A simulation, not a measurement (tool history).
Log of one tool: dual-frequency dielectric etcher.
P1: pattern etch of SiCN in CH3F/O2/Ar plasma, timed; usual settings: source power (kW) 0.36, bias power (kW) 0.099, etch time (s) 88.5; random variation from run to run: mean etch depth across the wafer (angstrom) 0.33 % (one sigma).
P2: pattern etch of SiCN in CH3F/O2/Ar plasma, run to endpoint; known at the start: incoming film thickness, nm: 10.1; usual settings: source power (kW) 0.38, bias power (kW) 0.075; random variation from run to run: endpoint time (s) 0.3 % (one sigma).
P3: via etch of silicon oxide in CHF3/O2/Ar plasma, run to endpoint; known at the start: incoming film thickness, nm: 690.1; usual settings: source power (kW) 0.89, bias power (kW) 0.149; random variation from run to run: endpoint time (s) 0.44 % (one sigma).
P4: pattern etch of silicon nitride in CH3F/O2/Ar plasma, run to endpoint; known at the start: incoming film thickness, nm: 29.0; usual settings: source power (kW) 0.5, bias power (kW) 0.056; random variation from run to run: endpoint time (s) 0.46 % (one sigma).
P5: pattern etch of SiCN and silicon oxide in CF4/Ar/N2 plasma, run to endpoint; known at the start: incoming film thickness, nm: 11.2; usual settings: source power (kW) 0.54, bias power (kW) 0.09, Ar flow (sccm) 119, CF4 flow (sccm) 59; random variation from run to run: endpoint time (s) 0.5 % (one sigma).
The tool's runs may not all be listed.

| run | hour | process that ran | source power (kW) | bias power (kW) | etch time (s) | Ar flow (sccm) | CF4 flow (sccm) | hours since the last wet clean | hours since the last source power generator calibration | hours since the last bias power generator calibration | mean etch depth across the wafer (angstrom) | endpoint time (s) |
|---|---|---|---|---|---|---|---|---|---|---|---|---|
| 1 | 13.6 | P1 | 0.36 | 0.099 | 88.5 |  |  | 305.4 | 905.6 | 1030.5 | 358.85 |  |
| 2 | 25.1 | P3 | 1.05 | 0.149 |  |  |  | 316.9 | 917.1 | 1042 |  | 306.6 |
| 3 | 35.3 | P5 | 0.54 | 0.09 |  | 119 | 73 | 327.1 | 927.3 | 1052.2 |  | 10.194 |
| 4 | 47.9 | P5 | 0.54 | 0.068 |  | 119 | 59 | 339.7 | 939.9 | 1064.8 |  | 11.683 |
| 5 | 62.1 | P1 | 0.36 | 0.099 | 88.5 |  |  | 353.9 | 954.1 | 1079 | 360.93 |  |
| 6 | 71.7 | P2 | 0.54 | 0.075 |  |  |  | 363.5 | 963.7 | 1088.6 |  | 23.375 |
| 7 | 86.6 | P1 | 0.36 | 0.099 | 88.5 |  |  | 378.4 | 978.6 | 1103.5 | 357.84 |  |
| 8 | 99.1 | P3 | 0.89 | 0.149 |  |  |  | 390.9 | 991.1 | 1116 |  | 330.02 |
|  | 101.8 | wet clean of the chamber |
| 9 | 107.1 | P2 | 0.38 | 0.075 |  |  |  | 5.4 | 999.1 | 1124 |  | 26.693 |
| 10 | 117.9 | P1 | 0.44 | 0.099 | 88.5 |  |  | 16.2 | 1009.9 | 1134.8 | 386.89 |  |
| 11 | 125.3 | P2 | 0.38 | 0.103 |  |  |  | 23.6 | 1017.3 | 1142.2 |  | 23.776 |
| 12 | 134.1 | P4 | 0.62 | 0.056 |  |  |  | 32.4 | 1026.1 | 1151 |  | 38.673 |
| 13 | 144.8 | P3 | 0.89 | 0.149 |  |  |  | 43.1 | 1036.8 | 1161.7 |  | 329.02 |
| 14 | 155.2 | P1 | 0.24 | 0.099 | 88.5 |  |  | 53.5 | 1047.2 | 1172.1 | 308.46 |  |
| 15 | 165.9 | P4 | 0.5 | 0.043 |  |  |  | 64.2 | 1057.9 | 1182.8 |  | 45.232 |
| 16 | 175 | P1 | 0.36 | 0.099 | 131 |  |  | 73.3 | 1067 | 1191.9 | 529.79 |  |
| 17 | 185.5 | P4 | 0.5 | 0.056 |  |  |  | 83.8 | 1077.5 | 1202.4 |  | 41.771 |
| 18 | 200.7 | P1 | 0.36 | 0.099 | 88.5 |  |  | 99 | 1092.7 | 1217.6 | 359.8 |  |
| 19 | 210.6 | P1 | 0.36 | 0.065 | 88.5 |  |  | 108.9 | 1102.6 | 1227.5 | 306.82 |  |
| 20 | 224.5 | P1 | 0.36 | 0.099 | 88.5 |  |  | 122.8 | 1116.5 | 1241.4 | 356.86 |  |
| 21 | 238 | P1 | 0.36 | 0.129 | 88.5 |  |  | 136.3 | 1130 | 1254.9 | 396.7 |  |
| 22 | 248.7 | P1 | 0.28 | 0.099 | 120 |  |  | 147 | 1140.7 | 1265.6 | 443.05 |  |
| 23 | 262.8 | P5 | 0.71 | 0.09 |  | 119 | 59 | 161.1 | 1154.8 | 1279.7 |  | 8.2456 |
| 24 | 273 | P1 | 0.36 | 0.099 | 54 |  |  | 171.3 | 1165 | 1289.9 | 217.47 |  |
| 25 | 288.1 | P3 | 0.89 | 0.088 |  |  |  | 186.4 | 1180.1 | 1305 |  | 385.25 |
| 26 | 297.8 | P5 | 0.54 | 0.09 |  | 119 | 59 | 196.1 | 1189.8 | 1314.7 |  | 10.533 |
| 27 | 309.6 | P1 | 0.36 | 0.099 | 88.5 |  |  | 207.9 | 1201.6 | 1326.5 | 358.03 |  |
| 28 | 318.2 | P1 | 0.36 | 0.099 | 88.5 |  |  | 216.5 | 1210.2 | 1335.1 | 356.87 |  |
| 29 | 328.8 | P1 | 0.47 | 0.099 | 49.5 |  |  | 227.1 | 1220.8 | 1345.7 | 221.16 |  |
| 30 | 335.9 | P5 | 0.54 | 0.09 |  | 119 | 59 | 234.2 | 1227.9 | 1352.8 |  | 10.55 |
| 31 | 350.3 | P5 | 0.54 | 0.09 |  | 157 | 59 | 248.6 | 1242.3 | 1367.2 |  | 11.038 |
| 32 | 362.6 | P1 | 0.36 | 0.099 | 88.5 |  |  | 260.9 | 1254.6 | 1379.5 | 359.69 |  |
| 33 | 370.8 | P1 | 0.36 | 0.099 | 88.5 |  |  | 269.1 | 1262.8 | 1387.7 | 356.73 |  |
| 34 | 386.2 | P1 | 0.36 | 0.099 | 88.5 |  |  | 284.5 | 1278.2 | 1403.1 | 354.22 |  |
| 35 | 395.5 | P1 | 0.36 | 0.099 | 88.5 |  |  | 293.8 | 1287.5 | 1412.4 | 354.62 |  |
|  | 400.3 | wet clean of the chamber |
| 36 | 409.9 | P1 | 0.36 | 0.099 | 88.5 |  |  | 9.7 | 1301.9 | 1426.8 | 353.33 |  |
| 37 | 419.7 | P1 | 0.36 | 0.099 | 88.5 |  |  | 19.5 | 1311.7 | 1436.6 | 352.89 |  |
| 38 | 429.6 | P1 | 0.36 | 0.099 | 88.5 |  |  | 29.4 | 1321.6 | 1446.5 | 352.2 |  |
| 39 | 445 | P1 | 0.36 | 0.099 | 88.5 |  |  | 44.8 | 1337 | 1461.9 | 352.65 |  |

What P1 gives has crept away from where it was. These 2 causes fit the log equally well, each at the size given:
A: source power that arrives under what is set, % = 4.33
B: bias power that arrives under what is set, % = 4.22
The creep began at about hour 362.6.
Why every other cause is out:
chamber walls in a state that lowers the etch rate, %: serviced at hour 400.3, which brought nothing back

4 check runs are offered, each on 3 wafers whose results are averaged, their results left as question marks. Which one tells the causes apart?
| check 1 | 460.4 | P5 | 0.54 | 0.069 |  | 119 | 59 |  |  |  |  | ? |
| check 2 | 460.4 | P4 | 0.57 | 0.044 |  |  |  |  |  |  |  | ? |
| check 3 | 460.4 | P2 | 0.38 | 0.097 |  |  |  |  |  |  |  | ? |
| check 4 | 460.4 | P3 | 1.05 | 0.102 |  |  |  |  |  |  |  | ? |

What each check would give under each cause:
| check | result | if A | if B |
|---|---|---|---|
| check 1 | endpoint time (s) | 12.078 | 11.793 |
| check 2 | endpoint time (s) | 43.558 | 43.335 |
| check 3 | endpoint time (s) | 24.727 | 24.723 |
| check 4 | endpoint time (s) | 349.95 | 347.93 |
How far apart the two closest causes lie, in the result that separates them most: check 1 2.39 %; check 2 0.51 %; check 3 0.02 %; check 4 0.58 %
Check 1 tells the causes apart: in the others they would give nearly the same result.

Check 1 was then run and gave: endpoint time (s) 11.862. Which cause is it?

It is B: bias power that arrives under what is set, %.
